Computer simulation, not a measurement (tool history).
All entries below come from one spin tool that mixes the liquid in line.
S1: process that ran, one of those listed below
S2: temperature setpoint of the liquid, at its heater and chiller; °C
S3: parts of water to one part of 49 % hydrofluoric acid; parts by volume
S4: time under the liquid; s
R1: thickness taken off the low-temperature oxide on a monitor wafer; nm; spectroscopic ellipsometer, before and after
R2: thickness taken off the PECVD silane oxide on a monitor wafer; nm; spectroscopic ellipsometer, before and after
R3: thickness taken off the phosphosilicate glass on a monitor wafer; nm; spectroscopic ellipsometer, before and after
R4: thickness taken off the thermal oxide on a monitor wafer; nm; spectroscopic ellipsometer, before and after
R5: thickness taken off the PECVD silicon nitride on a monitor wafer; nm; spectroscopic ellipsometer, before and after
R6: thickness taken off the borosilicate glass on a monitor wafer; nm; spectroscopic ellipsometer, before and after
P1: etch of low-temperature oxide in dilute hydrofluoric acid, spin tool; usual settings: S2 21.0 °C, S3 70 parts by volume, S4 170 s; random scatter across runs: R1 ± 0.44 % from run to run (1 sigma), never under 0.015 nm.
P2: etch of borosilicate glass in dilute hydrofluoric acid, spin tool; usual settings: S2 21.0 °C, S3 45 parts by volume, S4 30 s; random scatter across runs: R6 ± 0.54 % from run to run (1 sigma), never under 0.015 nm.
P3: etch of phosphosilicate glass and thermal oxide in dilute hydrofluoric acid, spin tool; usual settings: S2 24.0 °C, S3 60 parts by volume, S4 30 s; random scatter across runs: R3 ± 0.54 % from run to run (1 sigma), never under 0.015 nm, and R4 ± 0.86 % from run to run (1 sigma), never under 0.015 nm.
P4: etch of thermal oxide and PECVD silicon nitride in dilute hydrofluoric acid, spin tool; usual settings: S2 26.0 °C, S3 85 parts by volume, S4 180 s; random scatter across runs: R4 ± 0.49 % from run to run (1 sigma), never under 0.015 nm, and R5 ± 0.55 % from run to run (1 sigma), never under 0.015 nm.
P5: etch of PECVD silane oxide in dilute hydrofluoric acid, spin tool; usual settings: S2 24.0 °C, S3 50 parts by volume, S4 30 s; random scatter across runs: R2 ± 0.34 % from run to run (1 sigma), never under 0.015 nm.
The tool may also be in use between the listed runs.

| run | hour | S1 | S2 | S3 | S4 | R1 | R2 | R3 | R4 | R5 | R6 |
|---|---|---|---|---|---|---|---|---|---|---|---|
| 1 | 12.8 | P1 | 21.0 | 70 | 170 | 33.2470 |  |  |  |  |  |
| 2 | 23.6 | P5 | 24.0 | 50 | 60 |  | 53.781 |  |  |  |  |
| 3 | 29.8 | P3 | 24.0 | 35 | 30 |  |  | 89.444 | 4.3422 |  |  |
| 4 | 37.6 | P1 | 21.0 | 30 | 170 | 81.0240 |  |  |  |  |  |
| 5 | 43.2 | P1 | 21.0 | 70 | 170 | 32.9900 |  |  |  |  |  |
| 6 | 53.1 | P1 | 17.0 | 20 | 170 | 102.8800 |  |  |  |  |  |
| 7 | 64.3 | P1 | 21.0 | 70 | 170 | 33.1390 |  |  |  |  |  |
| 8 | 75.6 | P1 | 21.0 | 70 | 75 | 14.5490 |  |  |  |  |  |
| 9 | 85.9 | P4 | 26.0 | 85 | 180 |  |  |  | 10.7790 | 8.3398 |  |
| 10 | 97.4 | P1 | 24.5 | 70 | 170 | 38.2470 |  |  |  |  |  |
| 11 | 108.8 | P1 | 21.0 | 70 | 170 | 33.1810 |  |  |  |  |  |
| 12 | 116.2 | P2 | 17.0 | 45 | 30 |  |  |  |  |  | 22.904 |
| 13 | 124.5 | P1 | 17.0 | 70 | 170 | 27.8960 |  |  |  |  |  |
| 14 | 131.8 | P3 | 24.0 | 60 | 55 |  |  | 91.596 | 4.5322 |  |  |
| 15 | 141.6 | P1 | 21.0 | 70 | 280 | 54.1930 |  |  |  |  |  |
| 16 | 154.5 | P4 | 26.0 | 30 | 180 |  |  |  | 32.8530 | 23.0970 |  |
| 17 | 162.9 | P3 | 24.0 | 60 | 30 |  |  | 50.565 | 2.4870 |  |  |
| 18 | 173.4 | P2 | 21.0 | 45 | 30 |  |  |  |  |  | 27.039 |
| 19 | 180.7 | P1 | 21.0 | 115 | 170 | 19.1370 |  |  |  |  |  |
| 20 | 187.7 | P5 | 24.0 | 50 | 30 |  | 26.803 |  |  |  |  |
| 21 | 198.7 | P3 | 30.5 | 60 | 30 |  |  | 64.931 | 3.2414 |  |  |
| 22 | 206.5 | P2 | 21.0 | 45 | 30 |  |  |  |  |  | 27.252 |
| 23 | 212.9 | P5 | 24.0 | 20 | 30 |  | 69.743 |  |  |  |  |
| 24 | 224.9 | P2 | 21.0 | 45 | 15 |  |  |  |  |  | 13.504 |
| 25 | 230.9 | P1 | 21.0 | 70 | 170 | 33.2730 |  |  |  |  |  |
| 26 | 238.5 | P1 | 27.5 | 70 | 265 | 67.4490 |  |  |  |  |  |
| 27 | 244.4 | P1 | 21.0 | 70 | 170 | 33.3530 |  |  |  |  |  |
| 28 | 252.7 | P5 | 18.0 | 50 | 30 |  | 20.858 |  |  |  |  |
| 29 | 260.7 | P1 | 21.0 | 120 | 40 | 4.2624 |  |  |  |  |  |
| 30 | 268.4 | P2 | 21.0 | 20 | 30 |  |  |  |  |  | 63.293 |
| 31 | 279.1 | P5 | 24.0 | 50 | 30 |  | 26.673 |  |  |  |  |
| 32 | 287.2 | P4 | 26.0 | 85 | 355 |  |  |  | 21.3960 | 16.3810 |  |
| 33 | 295.8 | P4 | 26.0 | 85 | 180 |  |  |  | 10.7570 | 8.2955 |  |
| 34 | 304.3 | P4 | 18.5 | 85 | 180 |  |  |  | 7.9117 | 5.0027 |  |
| 35 | 316.5 | P1 | 21.0 | 70 | 170 | 33.1530 |  |  |  |  |  |
| 36 | 327.2 | P1 | 21.0 | 70 | 170 | 34.2440 |  |  |  |  |  |
| 37 | 335.0 | P1 | 21.0 | 70 | 170 | 34.9960 |  |  |  |  |  |
| 38 | 342.9 | P1 | 21.0 | 70 | 170 | 35.2650 |  |  |  |  |  |
| 39 | 350.3 | P1 | 21.0 | 70 | 170 | 35.7420 |  |  |  |  |  |
| 40 | 358.6 | P1 | 21.0 | 70 | 170 | 35.8720 |  |  |  |  |  |
| 41 | 367.0 | P1 | 21.0 | 70 | 170 | 35.8750 |  |  |  |  |  |
| 42 | 373.5 | P1 | 21.0 | 70 | 170 | 36.0080 |  |  |  |  |  |
| 43 | 379.6 | P1 | 21.0 | 70 | 170 | 35.8980 |  |  |  |  |  |
| 44 | 391.7 | P1 | 21.0 | 70 | 170 | 36.1160 |  |  |  |  |  |
| 45 | 401.5 | P1 | 21.0 | 70 | 170 | 36.0740 |  |  |  |  |  |

P1 no longer gives what it gave before; its output has crept away from where it was. The following 2 causes, each at its listed size, fit the log equally well:
A: hydrofluoric acid flow above the setpoint (%) = 8.62
B: liquid hotter than its thermometer reads (K) = 2.18
The onset of the drift is placed at about hour 316.5.

Of the 4 check runs listed below, each run on one wafer and each result written as a question mark, which would let you distinguish the listed causes because they would give clearly different results?
| check 1 | 411.3 | P4 | 26.0 | 85 | 180 |  |  |  | ? | ? |  |
| check 2 | 411.3 | P2 | 21.0 | 45 | 30 |  |  |  |  |  | ? |
| check 3 | 411.3 | P5 | 24.0 | 50 | 30 |  | ? |  |  |  |  |
| check 4 | 411.3 | P3 | 24.0 | 60 | 30 |  |  | ? | ? |  |  |

Outcome of each check run for each possible cause:
| check | result | if A | if B |
|---|---|---|---|
| check 1 | R4 | 11.7980 | 11.7190 |
| check 1 | R5 | 8.9691 | 9.5158 |
| check 2 | R6 | 29.624 | 29.753 |
| check 3 | R2 | 29.299 | 29.327 |
| check 4 | R3 | 54.880 | 54.842 |
| check 4 | R4 | 2.7350 | 2.7331 |
How far apart the two closest causes lie, in the result that separates them most: check 1 5.92 %; check 2 0.43 %; check 3 0.09 %; check 4 0.07 %
Of the check runs offered, only check 1 discriminates between the causes; the rest would read about the same regardless of which cause applies.

Check 1 has now been run. It gave: R4 11.6580 nm; R5 9.5944 nm. Which of the candidate causes is it?

The cause is B: liquid hotter than its thermometer reads (K).

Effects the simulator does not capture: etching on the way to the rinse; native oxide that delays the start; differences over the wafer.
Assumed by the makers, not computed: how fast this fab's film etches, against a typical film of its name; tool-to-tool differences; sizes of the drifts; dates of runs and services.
